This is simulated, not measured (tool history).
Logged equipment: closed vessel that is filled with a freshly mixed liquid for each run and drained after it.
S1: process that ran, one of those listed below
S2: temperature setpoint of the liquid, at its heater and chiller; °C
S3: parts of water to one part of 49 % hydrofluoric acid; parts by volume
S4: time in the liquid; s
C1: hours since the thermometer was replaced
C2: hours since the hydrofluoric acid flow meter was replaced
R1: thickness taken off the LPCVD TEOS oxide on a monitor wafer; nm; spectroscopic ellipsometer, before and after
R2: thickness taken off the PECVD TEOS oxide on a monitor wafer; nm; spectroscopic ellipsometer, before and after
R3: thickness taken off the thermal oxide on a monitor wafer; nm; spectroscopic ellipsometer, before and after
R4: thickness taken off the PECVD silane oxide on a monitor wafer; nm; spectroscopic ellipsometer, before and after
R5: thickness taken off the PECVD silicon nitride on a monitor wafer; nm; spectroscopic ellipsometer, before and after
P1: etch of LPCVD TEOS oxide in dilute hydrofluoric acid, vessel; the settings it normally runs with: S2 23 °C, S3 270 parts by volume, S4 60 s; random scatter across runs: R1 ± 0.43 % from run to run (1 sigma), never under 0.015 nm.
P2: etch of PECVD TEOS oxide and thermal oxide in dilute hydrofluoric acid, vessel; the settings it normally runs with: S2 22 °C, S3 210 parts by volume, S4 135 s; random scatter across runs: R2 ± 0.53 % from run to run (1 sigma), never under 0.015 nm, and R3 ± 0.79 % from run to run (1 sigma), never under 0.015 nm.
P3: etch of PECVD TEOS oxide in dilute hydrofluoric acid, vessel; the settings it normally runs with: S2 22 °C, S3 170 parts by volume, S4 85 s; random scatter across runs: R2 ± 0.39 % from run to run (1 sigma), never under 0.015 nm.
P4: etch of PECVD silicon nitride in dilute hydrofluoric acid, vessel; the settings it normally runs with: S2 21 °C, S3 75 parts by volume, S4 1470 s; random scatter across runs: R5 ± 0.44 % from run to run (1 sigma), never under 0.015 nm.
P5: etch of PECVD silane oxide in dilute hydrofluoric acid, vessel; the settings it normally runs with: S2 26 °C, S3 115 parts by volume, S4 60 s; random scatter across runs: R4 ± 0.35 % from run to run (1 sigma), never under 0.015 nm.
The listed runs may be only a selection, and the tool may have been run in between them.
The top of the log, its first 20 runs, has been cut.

run,hour,S1,S2,S3,S4,C1,C2,R1,R2,R3,R4,R5
21,140.1,P5,26,115,60,440.1,469.8,,,,27.382,
22,147.8,P4,17,75,1470,447.8,477.5,,,,,20.155
23,157.1,P2,22,210,30,457.1,486.8,,1.261,0.53783,,
24,163.4,P1,23,270,60,463.4,493.1,5.346,,,,
25,170.3,P5,26,115,30,470.3,500,,,,13.751,
26,179.5,P1,31,270,60,479.5,509.2,6.9531,,,,
27,185.2,P2,22,330,135,485.2,514.9,,3.2829,1.4637,,
28,189.8,P1,23,270,60,489.8,519.5,5.2928,,,,
29,199,P1,23,270,60,499,528.7,5.3066,,,,
30,206,P1,23,50,60,506,535.7,36.819,,,,
31,211.7,P1,23,270,60,511.7,541.4,5.2801,,,,
32,220.8,P1,18,270,60,520.8,550.5,4.4051,,,,
33,226.3,P1,23,270,60,526.3,556,5.2589,,,,
34,234.6,P1,23,270,60,534.6,564.3,5.1284,,,,
35,243.1,P1,23,270,60,543.1,572.8,5.0738,,,,
36,248.3,P1,23,270,60,548.3,578,5.0299,,,,
37,253.6,P1,23,270,60,553.6,583.3,4.9398,,,,
38,259.5,P1,23,270,60,559.5,589.2,4.999,,,,
39,267.6,P1,23,270,60,567.6,597.3,4.9869,,,,
40,272.3,P1,23,270,60,572.3,602,4.9263,,,,
41,278.7,P1,23,270,60,578.7,608.4,4.91,,,,

For run 42, what comes out?
42,286.2,P1,23,270,60,586.2,615.9,?,,,,

R1: 4.9328 nm
